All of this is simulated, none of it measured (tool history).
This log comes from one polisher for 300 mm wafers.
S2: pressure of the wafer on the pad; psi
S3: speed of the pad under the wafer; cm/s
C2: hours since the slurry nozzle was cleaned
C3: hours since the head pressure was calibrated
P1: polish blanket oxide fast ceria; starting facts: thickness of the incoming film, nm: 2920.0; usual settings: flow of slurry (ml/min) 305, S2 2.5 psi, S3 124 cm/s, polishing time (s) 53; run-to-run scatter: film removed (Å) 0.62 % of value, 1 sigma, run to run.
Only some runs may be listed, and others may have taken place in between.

Run 1, day 0.612: flow of slurry (ml/min) 305, S2 2.5 psi, S3 124 cm/s, polishing time (s) 53; wafers polished on this pad 596; C2 208.5; C3 778.2. Result: film removed (Å) 8844.5.
Run 2, day 1.267: flow of slurry (ml/min) 305, S2 2.5 psi, S3 170 cm/s, polishing time (s) 53; wafers polished on this pad 855; C2 224.2; C3 793.9. Result: film removed (Å) 12003.
Run 3, day 1.929: flow of slurry (ml/min) 305, S2 2.5 psi, S3 124 cm/s, polishing time (s) 80; wafers polished on this pad 1118; C2 240.1; C3 809.8. Result: film removed (Å) 13256.
Run 4, day 2.404: flow of slurry (ml/min) 305, S2 3.5 psi, S3 124 cm/s, polishing time (s) 53; wafers polished on this pad 1306; C2 251.5; C3 821.2. Result: film removed (Å) 12277.
Run 5, day 2.9: flow of slurry (ml/min) 305, S2 1.6 psi, S3 124 cm/s, polishing time (s) 53; wafers polished on this pad 1502; C2 263.4; C3 833.1. Result: film removed (Å) 5673.4.
Run 6, day 3.483: flow of slurry (ml/min) 305, S2 2.5 psi, S3 124 cm/s, polishing time (s) 53; wafers polished on this pad 1734; C2 277.4; C3 847.1. Result: film removed (Å) 8806.
Run 7, day 4.071: flow of slurry (ml/min) 305, S2 2.5 psi, S3 158 cm/s, polishing time (s) 38; wafers polished on this pad 1966; C2 291.5; C3 861.2. Result: film removed (Å) 8100.5.
Run 8, day 4.679: flow of slurry (ml/min) 305, S2 2.5 psi, S3 124 cm/s, polishing time (s) 32; wafers polished on this pad 2207; C2 306.1; C3 875.8. Result: film removed (Å) 5318.9.
Run 9, day 5.258: flow of slurry (ml/min) 465, S2 2.5 psi, S3 124 cm/s, polishing time (s) 53; wafers polished on this pad 2437; C2 320; C3 889.7. Result: film removed (Å) 9104.1.
Run 10, day 5.892: flow of slurry (ml/min) 195, S2 2.5 psi, S3 124 cm/s, polishing time (s) 53; wafers polished on this pad 2688; C2 335.2; C3 904.9. Result: film removed (Å) 8412.2.
Run 11, day 6.458: flow of slurry (ml/min) 305, S2 3.4 psi, S3 162 cm/s, polishing time (s) 53; wafers polished on this pad 2912; C2 348.8; C3 918.5. Result: film removed (Å) 15578.
Run 12, day 7.079: flow of slurry (ml/min) 305, S2 2.5 psi, S3 124 cm/s, polishing time (s) 53; wafers polished on this pad 3158; C2 363.7; C3 933.4. Result: film removed (Å) 8894.7.
Run 13, day 7.812: flow of slurry (ml/min) 445, S2 2.5 psi, S3 186 cm/s, polishing time (s) 53; wafers polished on this pad 3449; C2 381.3; C3 951. Result: film removed (Å) 13537.
Run 14, day 8.3: flow of slurry (ml/min) 305, S2 2.5 psi, S3 124 cm/s, polishing time (s) 53; wafers polished on this pad 3642; C2 393; C3 962.7. Result: film removed (Å) 8667.8.
Run 15, day 8.804: flow of slurry (ml/min) 305, S2 2.5 psi, S3 64 cm/s, polishing time (s) 53; wafers polished on this pad 3842; C2 405.1; C3 974.8. Result: film removed (Å) 4523.3.

What does the tool deliver on the next run?
Run 16, day 9.175: flow of slurry (ml/min) 305, S2 2.5 psi, S3 124 cm/s, polishing time (s) 53; wafers polished on this pad 3988; C2 414; C3 983.7. Result: film removed (Å) ?.

{"run 16": {"film removed (Å)": 8709.9}}

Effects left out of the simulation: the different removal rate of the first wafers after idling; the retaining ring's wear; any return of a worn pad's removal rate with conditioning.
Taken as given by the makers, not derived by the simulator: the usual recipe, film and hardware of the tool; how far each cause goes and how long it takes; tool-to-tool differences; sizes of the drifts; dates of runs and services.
